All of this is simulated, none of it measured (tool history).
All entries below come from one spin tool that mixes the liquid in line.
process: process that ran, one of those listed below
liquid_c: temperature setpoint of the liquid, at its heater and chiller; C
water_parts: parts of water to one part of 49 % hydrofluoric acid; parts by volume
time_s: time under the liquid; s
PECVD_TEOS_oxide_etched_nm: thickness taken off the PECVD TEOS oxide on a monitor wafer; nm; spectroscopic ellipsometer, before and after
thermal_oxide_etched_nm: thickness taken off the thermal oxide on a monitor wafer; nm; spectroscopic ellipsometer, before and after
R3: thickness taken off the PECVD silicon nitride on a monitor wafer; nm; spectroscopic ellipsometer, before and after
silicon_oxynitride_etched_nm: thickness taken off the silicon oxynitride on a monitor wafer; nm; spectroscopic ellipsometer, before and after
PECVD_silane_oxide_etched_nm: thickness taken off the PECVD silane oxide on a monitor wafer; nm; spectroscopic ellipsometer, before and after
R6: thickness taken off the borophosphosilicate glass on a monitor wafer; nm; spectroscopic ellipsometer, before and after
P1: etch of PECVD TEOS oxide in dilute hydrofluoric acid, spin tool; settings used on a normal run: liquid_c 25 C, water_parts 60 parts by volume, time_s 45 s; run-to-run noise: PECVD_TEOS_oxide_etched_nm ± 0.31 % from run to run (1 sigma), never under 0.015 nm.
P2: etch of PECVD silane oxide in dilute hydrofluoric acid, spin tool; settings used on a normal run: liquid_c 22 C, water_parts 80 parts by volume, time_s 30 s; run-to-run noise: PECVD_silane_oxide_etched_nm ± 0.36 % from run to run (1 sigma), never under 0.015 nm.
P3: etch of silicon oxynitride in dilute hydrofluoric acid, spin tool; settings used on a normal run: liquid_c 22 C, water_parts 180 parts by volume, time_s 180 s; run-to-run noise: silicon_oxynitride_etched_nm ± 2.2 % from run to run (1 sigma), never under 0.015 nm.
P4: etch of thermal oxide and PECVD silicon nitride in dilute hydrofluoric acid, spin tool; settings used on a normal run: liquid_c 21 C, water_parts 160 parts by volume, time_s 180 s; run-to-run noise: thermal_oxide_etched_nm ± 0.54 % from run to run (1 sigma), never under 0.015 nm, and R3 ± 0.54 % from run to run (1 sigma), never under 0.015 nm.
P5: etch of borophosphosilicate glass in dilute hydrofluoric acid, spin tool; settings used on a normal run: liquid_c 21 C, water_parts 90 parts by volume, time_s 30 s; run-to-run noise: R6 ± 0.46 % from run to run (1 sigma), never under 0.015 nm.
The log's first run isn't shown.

run 2 hour=32.1 | process=P4 liquid_c=21 water_parts=160 time_s=180 | thermal_oxide_etched_nm=4.36 R3=4.0234
run 3 hour=46 | process=P3 liquid_c=22 water_parts=320 time_s=180 | silicon_oxynitride_etched_nm=0.63339
run 4 hour=60.3 | process=P2 liquid_c=26.5 water_parts=80 time_s=30 | PECVD_silane_oxide_etched_nm=12.967
run 5 hour=68.6 | process=P1 liquid_c=25 water_parts=60 time_s=15 | PECVD_TEOS_oxide_etched_nm=2.3249
run 6 hour=76.9 | process=P1 liquid_c=20 water_parts=85 time_s=45 | PECVD_TEOS_oxide_etched_nm=3.8794
run 7 hour=87.7 | process=P5 liquid_c=21 water_parts=90 time_s=30 | R6=26.108
run 8 hour=100.8 | process=P3 liquid_c=22 water_parts=180 time_s=320 | silicon_oxynitride_etched_nm=2.284
run 9 hour=116.5 | process=P1 liquid_c=25 water_parts=60 time_s=45 | PECVD_TEOS_oxide_etched_nm=6.916
run 10 hour=132.8 | process=P5 liquid_c=21 water_parts=90 time_s=30 | R6=26.08
run 11 hour=150 | process=P4 liquid_c=21 water_parts=160 time_s=15 | thermal_oxide_etched_nm=0.34816 R3=0.34359
run 12 hour=161.1 | process=P5 liquid_c=21 water_parts=90 time_s=55 | R6=47.67
run 13 hour=174 | process=P1 liquid_c=25 water_parts=60 time_s=45 | PECVD_TEOS_oxide_etched_nm=6.955
run 14 hour=191.1 | process=P1 liquid_c=25 water_parts=60 time_s=80 | PECVD_TEOS_oxide_etched_nm=12.278
run 15 hour=207.7 | process=P1 liquid_c=25 water_parts=60 time_s=45 | PECVD_TEOS_oxide_etched_nm=6.9335
run 16 hour=218 | process=P3 liquid_c=22 water_parts=180 time_s=180 | silicon_oxynitride_etched_nm=1.2579
run 17 hour=227.5 | process=P1 liquid_c=18 water_parts=60 time_s=45 | PECVD_TEOS_oxide_etched_nm=5.1555
run 18 hour=237.4 | process=P2 liquid_c=22 water_parts=40 time_s=30 | PECVD_silane_oxide_etched_nm=23.024
run 19 hour=248.9 | process=P1 liquid_c=25 water_parts=60 time_s=45 | PECVD_TEOS_oxide_etched_nm=6.9764
run 20 hour=260.4 | process=P5 liquid_c=28.5 water_parts=90 time_s=30 | R6=35.002

The next listed run, before its measurement:
run 21 hour=268.9 | process=P3 liquid_c=17 water_parts=180 time_s=180 | silicon_oxynitride_etched_nm=?

Run 21 produced silicon_oxynitride_etched_nm 1.0003 nm.
